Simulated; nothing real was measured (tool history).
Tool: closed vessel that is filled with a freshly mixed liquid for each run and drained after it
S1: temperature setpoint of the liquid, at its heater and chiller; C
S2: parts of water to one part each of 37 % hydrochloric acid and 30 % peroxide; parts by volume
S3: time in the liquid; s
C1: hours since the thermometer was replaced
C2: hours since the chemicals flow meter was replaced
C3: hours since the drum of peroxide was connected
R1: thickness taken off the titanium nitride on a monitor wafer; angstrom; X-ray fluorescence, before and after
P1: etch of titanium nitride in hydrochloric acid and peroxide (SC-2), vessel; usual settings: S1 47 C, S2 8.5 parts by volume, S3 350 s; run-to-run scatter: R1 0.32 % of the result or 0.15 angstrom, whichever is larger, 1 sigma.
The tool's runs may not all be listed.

{"run": 1, "hour": 5.2, "S1": 47, "S2": 8.5, "S3": 350, "C1": 848.8, "C2": 1155.1, "C3": 286.9, "R1": 92.549}
{"run": 2, "hour": 10.8, "S1": 47, "S2": 8.5, "S3": 70, "C1": 854.4, "C2": 1160.7, "C3": 292.5, "R1": 18.572}
{"hour": 11.2, "done": "chemicals flow meter replaced"}
{"run": 3, "hour": 13.5, "S1": 47, "S2": 8.5, "S3": 350, "C1": 857.1, "C2": 2.3, "C3": 295.2, "R1": 93.173}
{"run": 4, "hour": 19.2, "S1": 47, "S2": 14.5, "S3": 350, "C1": 862.8, "C2": 8.0, "C3": 300.9, "R1": 59.156}
{"run": 5, "hour": 22.6, "S1": 47, "S2": 8.5, "S3": 350, "C1": 866.2, "C2": 11.4, "C3": 304.3, "R1": 93.043}
{"run": 6, "hour": 27.7, "S1": 38, "S2": 4.0, "S3": 350, "C1": 871.3, "C2": 16.5, "C3": 309.4, "R1": 86.261}
{"run": 7, "hour": 32.6, "S1": 57, "S2": 8.5, "S3": 350, "C1": 876.2, "C2": 21.4, "C3": 314.3, "R1": 179.09}
{"run": 8, "hour": 37.9, "S1": 62, "S2": 5.0, "S3": 350, "C1": 881.5, "C2": 26.7, "C3": 319.6, "R1": 368.38}
{"run": 9, "hour": 43.5, "S1": 47, "S2": 8.5, "S3": 350, "C1": 887.1, "C2": 32.3, "C3": 325.2, "R1": 92.908}
{"run": 10, "hour": 48.5, "S1": 35, "S2": 8.5, "S3": 350, "C1": 892.1, "C2": 37.3, "C3": 330.2, "R1": 40.079}
{"run": 11, "hour": 52.4, "S1": 47, "S2": 8.5, "S3": 350, "C1": 896.0, "C2": 41.2, "C3": 334.1, "R1": 92.246}
{"run": 12, "hour": 55.1, "S1": 47, "S2": 4.0, "S3": 350, "C1": 898.7, "C2": 43.9, "C3": 336.8, "R1": 161.79}
{"run": 13, "hour": 58.2, "S1": 47, "S2": 8.5, "S3": 665, "C1": 901.8, "C2": 47.0, "C3": 339.9, "R1": 176.45}
{"run": 14, "hour": 62.3, "S1": 47, "S2": 8.5, "S3": 350, "C1": 905.9, "C2": 51.1, "C3": 344.0, "R1": 92.935}
{"hour": 62.5, "done": "thermometer replaced"}
{"run": 15, "hour": 67.8, "S1": 47, "S2": 8.5, "S3": 350, "C1": 5.3, "C2": 56.6, "C3": 349.5, "R1": 92.246}
{"run": 16, "hour": 72.4, "S1": 47, "S2": 11.5, "S3": 30, "C1": 9.9, "C2": 61.2, "C3": 354.1, "R1": 6.5766}
{"run": 17, "hour": 76.1, "S1": 47, "S2": 8.5, "S3": 350, "C1": 13.6, "C2": 64.9, "C3": 357.8, "R1": 93.099}
{"run": 18, "hour": 81.1, "S1": 47, "S2": 8.5, "S3": 350, "C1": 18.6, "C2": 69.9, "C3": 362.8, "R1": 96.314}
{"run": 19, "hour": 87.2, "S1": 47, "S2": 8.5, "S3": 350, "C1": 24.7, "C2": 76.0, "C3": 368.9, "R1": 98.051}
{"run": 20, "hour": 92.6, "S1": 47, "S2": 8.5, "S3": 350, "C1": 30.1, "C2": 81.4, "C3": 374.3, "R1": 99.639}
{"run": 21, "hour": 95.9, "S1": 47, "S2": 8.5, "S3": 350, "C1": 33.4, "C2": 84.7, "C3": 377.6, "R1": 99.885}
{"run": 22, "hour": 100.3, "S1": 47, "S2": 8.5, "S3": 350, "C1": 37.8, "C2": 89.1, "C3": 382.0, "R1": 100.0}
{"run": 23, "hour": 103.8, "S1": 47, "S2": 8.5, "S3": 350, "C1": 41.3, "C2": 92.6, "C3": 385.5, "R1": 100.18}
{"run": 24, "hour": 107.2, "S1": 47, "S2": 8.5, "S3": 350, "C1": 44.7, "C2": 96.0, "C3": 388.9, "R1": 100.86}
{"run": 25, "hour": 112.5, "S1": 47, "S2": 8.5, "S3": 350, "C1": 50.0, "C2": 101.3, "C3": 394.2, "R1": 101.48}
{"run": 26, "hour": 116.8, "S1": 47, "S2": 8.5, "S3": 350, "C1": 54.3, "C2": 105.6, "C3": 398.5, "R1": 100.43}

What P1 gives has crept away from where it was. These 2 causes fit the log equally well, each at the size given:
A: chemicals flow above the setpoint (%) = 10.8
B: liquid hotter than its thermometer reads (K) = 1.22
The creep began at about hour 76.1.
Why every other cause is out:
peroxide weaker than its label (%): at most 8, which would move R1 by -7.3 %: too little, or the wrong way

4 check runs are offered, each on 2 wafers whose results are averaged, their results left as question marks. Which one tells the causes apart?
{"run": "check 1", "hour": 121.1, "S1": 47.0, "S2": 8.5, "S3": 110, "R1": "?"}
{"run": "check 2", "hour": 121.1, "S1": 36.0, "S2": 4.0, "S3": 350, "R1": "?"}
{"run": "check 3", "hour": 121.1, "S1": 47.0, "S2": 12.5, "S3": 80, "R1": "?"}
{"run": "check 4", "hour": 121.1, "S1": 54.5, "S2": 8.5, "S3": 665, "R1": "?"}

What each check would give under each cause:
check=check_1 result=R1 if_A=31.7080 if_B=31.7180
check=check_2 result=R1 if_A=80.2200 if_B=81.9490
check=check_3 result=R1 if_A=16.7910 if_B=16.7040
check=check_4 result=R1 if_A=315.3600 if_B=314.2800
How far apart the two closest causes lie, in the result that separates them most: check 1 0.03 %; check 2 2.13 %; check 3 0.52 %; check 4 0.34 %
Check 2 tells the causes apart: in the others they would give nearly the same result.

Check 2 was then run and gave: R1 81.9030 angstrom. Which cause is it?

It is B: liquid hotter than its thermometer reads (K).

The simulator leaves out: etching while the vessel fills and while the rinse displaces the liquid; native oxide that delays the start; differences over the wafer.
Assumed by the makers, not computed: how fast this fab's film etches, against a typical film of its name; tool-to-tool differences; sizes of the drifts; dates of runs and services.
